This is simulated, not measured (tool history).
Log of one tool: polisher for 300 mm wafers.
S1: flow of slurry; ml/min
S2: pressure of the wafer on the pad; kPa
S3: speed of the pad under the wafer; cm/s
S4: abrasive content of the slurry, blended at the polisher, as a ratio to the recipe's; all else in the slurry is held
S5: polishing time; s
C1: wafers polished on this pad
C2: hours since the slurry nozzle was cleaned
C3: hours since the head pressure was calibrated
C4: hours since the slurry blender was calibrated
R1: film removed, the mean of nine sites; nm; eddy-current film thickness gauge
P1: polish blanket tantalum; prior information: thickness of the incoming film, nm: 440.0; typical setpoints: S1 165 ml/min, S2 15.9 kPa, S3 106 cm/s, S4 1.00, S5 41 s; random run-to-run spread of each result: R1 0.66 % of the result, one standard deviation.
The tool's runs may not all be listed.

run   hour   S1    S2   S3    S4  S5    C1     C2     C3     C4       R1
  1    8.1  165  15.9  106  1.00  41   422  477.6  378.2  259.1   70.444
  2   23.4  165  15.9  106  1.00  41   654  492.9  393.5  274.4   70.794
  3   41.5  165  15.9  154  1.00  41   928  511.0  411.6  292.5  103.250
      51.9  -- head pressure recalibrated
  4   59.4  230  15.9  106  1.00  32  1199  528.9    7.5  310.4   58.009
  5   74.8  165  15.9   48  1.00  41  1432  544.3   22.9  325.8   32.092
  6   87.7  165  15.9  106  1.00  41  1628  557.2   35.8  338.7   70.798
  7   99.0  165  15.9  106  1.00  41  1799  568.5   47.1  350.0   71.055
  8  113.3  165  21.4  106  1.00  41  2016  582.8   61.4  364.3   94.885
     120.5  -- slurry nozzle cleaned
  9  128.0  165  15.9  106  0.50  41  2238    7.6   76.1  379.0   54.941
 10  145.8  165  15.9  106  1.45  41  2508   25.4   93.9  396.8   77.527
 11  158.1  165  15.9  106  1.00  57  2694   37.7  106.2  409.1   98.196
 12  168.9  250  15.9  106  1.00  41  2858   48.5  117.0  419.9   74.713
 13  181.9  100  15.9  106  1.00  41  3055   61.5  130.0  432.9   64.116
     197.2  -- slurry blender recalibrated
 14  200.1  165  15.9  106  1.00  41  3330   79.7  148.2    3.0   70.424
 15  209.8  165  15.9  106  1.00  41  3477   89.4  157.9   12.7   69.778
 16  221.6  165  15.9  106  1.00  25  3656  101.2  169.7   24.5   43.224
 17  236.2  165   6.9  106  1.00  41  3877  115.8  184.3   39.1   30.734
 18  252.2  165  15.9  106  1.00  41  4119  131.8  200.3   55.1   71.557
 19  268.2  165  15.9  106  1.00  41  4362  147.8  216.3   71.1   68.148
 20  278.7  165  15.9  106  1.00  41  4521  158.3  226.8   81.6   66.633
 21  294.1  165  15.9  106  1.00  41  4754  173.7  242.2   97.0   65.056
 22  312.3  165  15.9  106  1.00  41  5030  191.9  260.4  115.2   65.009
     313.0  -- slurry nozzle cleaned
     315.7  -- head pressure recalibrated
 23  330.8  165  15.9  106  1.00  41  5310   17.9   15.2  133.7   64.496
 24  346.8  165  15.9  106  1.00  41  5552   33.9   31.2  149.7   63.669
 25  358.6  165  15.9  106  1.00  41  5731   45.7   43.0  161.5   64.465
 26  368.3  165  15.9  106  1.00  41  5878   55.4   52.7  171.2   63.266
 27  376.6  165  15.9  106  1.00  41  6003   63.7   61.0  179.5   62.544

Something has made what P1 gives creep away from where it was; the 2 causes below, each at its own stated size, fit the log equally well:
A: removal rate lost through wear of the pad, % = 10.2
B: abrasive missing from the slurry, % = 28.4
The onset of the drift is placed at about hour 252.2.
Every other cause this tool's parts could produce, and why it does not fit the log:
slurry flow missing at the pad, %: serviced at hour 313.0, after the change had begun; the process did not return to its earlier output
head's pressure below its setpoint, %: serviced at hour 315.7, after the change had begun; the process did not return to its earlier output

Each of the check runs listed below is run on 2 wafers and reports their average, with the results left as question marks. Pick the one under which the possible causes would lead to clearly different results.
check 1  384.9  165  15.9  142  0.60  41                   ?
check 2  384.9  115  15.9  106  1.00  41                   ?
check 3  384.9  165   6.9  106  1.00  32                   ?
check 4  384.9  250  15.9  106  1.00  29                   ?

Predicted outcomes, by check and by cause:
  check  result    if A    if B
check 1      R1  71.440  68.661
check 2      R1  59.356  59.370
check 3      R1  21.544  21.549
check 4      R1  47.399  47.410
Distance between the nearest two causes, measured in the result of the check that separates them most: check 1 3.97 %; check 2 0.02 %; check 3 0.02 %; check 4 0.02 %
Check 1 tells the causes apart: in the others they would give nearly the same result.

Check 1 was then run and gave: R1 68.527 nm. Which cause is it?

It is B: abrasive missing from the slurry, %.

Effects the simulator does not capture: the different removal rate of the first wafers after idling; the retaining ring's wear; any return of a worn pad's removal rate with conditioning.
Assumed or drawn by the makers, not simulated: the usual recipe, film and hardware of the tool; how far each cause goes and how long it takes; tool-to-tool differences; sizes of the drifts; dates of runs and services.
